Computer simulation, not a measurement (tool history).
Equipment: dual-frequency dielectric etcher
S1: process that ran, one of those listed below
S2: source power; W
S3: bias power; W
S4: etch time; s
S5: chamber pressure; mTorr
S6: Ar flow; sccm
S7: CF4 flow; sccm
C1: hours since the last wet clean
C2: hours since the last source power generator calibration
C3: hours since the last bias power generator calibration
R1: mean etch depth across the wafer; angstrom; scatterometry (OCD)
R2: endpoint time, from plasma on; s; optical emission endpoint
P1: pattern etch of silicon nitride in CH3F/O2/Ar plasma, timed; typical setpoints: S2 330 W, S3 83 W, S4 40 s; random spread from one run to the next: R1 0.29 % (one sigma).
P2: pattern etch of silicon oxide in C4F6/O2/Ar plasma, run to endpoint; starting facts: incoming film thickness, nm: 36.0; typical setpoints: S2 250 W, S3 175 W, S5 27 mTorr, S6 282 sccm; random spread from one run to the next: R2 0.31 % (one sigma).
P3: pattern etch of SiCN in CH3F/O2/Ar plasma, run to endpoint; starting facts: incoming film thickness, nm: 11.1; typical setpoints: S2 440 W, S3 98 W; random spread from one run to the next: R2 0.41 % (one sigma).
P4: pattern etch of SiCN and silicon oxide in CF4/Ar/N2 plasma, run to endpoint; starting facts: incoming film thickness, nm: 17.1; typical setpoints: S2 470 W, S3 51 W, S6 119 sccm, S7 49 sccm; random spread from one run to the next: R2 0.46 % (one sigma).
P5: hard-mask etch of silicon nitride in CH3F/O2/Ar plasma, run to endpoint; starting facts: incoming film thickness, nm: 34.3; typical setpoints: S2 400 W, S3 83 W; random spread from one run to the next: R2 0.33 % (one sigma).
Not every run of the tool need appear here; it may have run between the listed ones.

run	hour	S1	S2	S3	S4	S5	S6	S7	C1	C2	C3	R1	R2
1	10.9	P1	330	83	40				325.3	2053.3	1794.4	277.62	
2	18.3	P2	250	121		27	282		332.7	2060.7	1801.8		15.316
3	29.7	P1	220	83	40				344.1	2072.1	1813.2	237.02	
4	40.3	P1	330	57	40				354.7	2082.7	1823.8	242.96	
5	51.1	P4	470	51			119	49	365.5	2093.5	1834.6		23.36
6	64.4	P2	250	175		35.5	282		378.8	2106.8	1847.9		14.184
# hour 69.3: source power generator calibrated
7	75.9	P5	400	66					390.3	6.6	1859.4		52.3
8	85.3	P2	300	175		27	282		399.7	16	1868.8		12.726
9	95	P4	470	51			119	65	409.4	25.7	1878.5		22.045
10	109.3	P3	440	98					423.7	40	1892.8		24.859
11	125.5	P1	260	106	40				439.9	56.2	1909	276.1	
12	142	P4	470	51			119	49	456.4	72.7	1925.5		23.502
13	152.8	P3	580	98					467.2	83.5	1936.3		22.336
14	164.8	P2	250	175		27	282		479.2	95.5	1948.3		13.684
15	180.1	P1	330	83	40				494.5	110.8	1963.6	277.7	
16	189.8	P1	330	83	54				504.2	120.5	1973.3	373.55	
17	199.4	P4	470	51			164	49	513.8	130.1	1982.9		24.672
18	210	P2	250	175		27	282		524.4	140.7	1993.5		13.723
19	225.3	P1	410	83	40				539.7	156	2008.8	299.47	
20	236.5	P5	240	83					550.9	167.2	2020		59.168
21	247.7	P1	330	116	56				562.1	178.4	2031.2	438.93	
22	258.1	P2	250	175		27	226		572.5	188.8	2041.6		13.295
23	270.2	P1	330	102	40				584.6	200.9	2053.7	299.41	
24	281.3	P1	330	83	40				595.7	212	2064.8	277.69	
25	293.5	P1	330	83	25				607.9	224.2	2077	173.42	
26	302.9	P1	330	83	40				617.3	233.6	2086.4	278.81	
27	315	P4	470	33			119	49	629.4	245.7	2098.5		26.814
# hour 319.1: wet clean of the chamber
28	331.9	P1	330	98	58				12.9	262.6	2115.4	424.49	
29	343.2	P5	400	83					24.2	273.9	2126.7		48.249
30	350.5	P3	440	98					31.5	281.2	2134		24.738
31	359	P3	440	135					40	289.7	2142.5		21.997
32	371.1	P1	330	83	40				52.1	301.8	2154.6	278.31	
33	381	P4	310	51			119	49	62	311.7	2164.5		33.433
34	390.4	P1	330	83	40				71.4	321.1	2173.9	276.7	
35	405.7	P1	330	83	40				86.7	336.4	2189.2	275.45	
36	421.1	P1	330	83	40				102.1	351.8	2204.6	274.95	
# hour 425.9: wet clean of the chamber
37	429.3	P1	330	83	40				3.4	360	2212.8	272.74	
38	438.9	P1	330	83	40				13	369.6	2222.4	273.42	
39	448.7	P1	330	83	40				22.8	379.4	2232.2	274.55	
40	462.2	P1	330	83	40				36.3	392.9	2245.7	273.61	

What P1 gives has crept off from where it sat before. The 2 causes that follow fit the log equally well, each at the size noted:
A: source power that arrives under what is set, % = 3.82
B: bias power that arrives under what is set, % = 4
The drift started at roughly hour 390.4.
The rest of the possible causes, and what rules out each one:
chamber walls in a state that lowers the etch rate, %: work on it at hour 425.9, done after the drift set in, did not restore what the process gave before

Below are 4 check runs, each averaged over 3 wafers, with their results shown as question marks. Which of them would give clearly different results depending on which cause is behind the drift?
check 1	475.7	P2	250	130		27	282						?
check 2	475.7	P5	240	67									?
check 3	475.7	P3	440	130									?
check 4	475.7	P4	470	37			155	49					?

What every check run would give for each of its results, assuming each possible cause in turn:
check	result	if A	if B
check 1	R2	15.274	15.229
check 2	R2	64.424	64.398
check 3	R2	22.606	22.646
check 4	R2	28.426	27.838
Gap, in per cent, between the two causes that each check separates least, read from the result that separates them most: check 1 0.29 %; check 2 0.04 %; check 3 0.18 %; check 4 2.09 %
Only check 4 tells the causes apart: in the others they would give nearly the same result.

After running check 4, the following was obtained: R2 28.429 s. Which cause does this point to?

Of the candidate causes, it is A: source power that arrives under what is set, %.
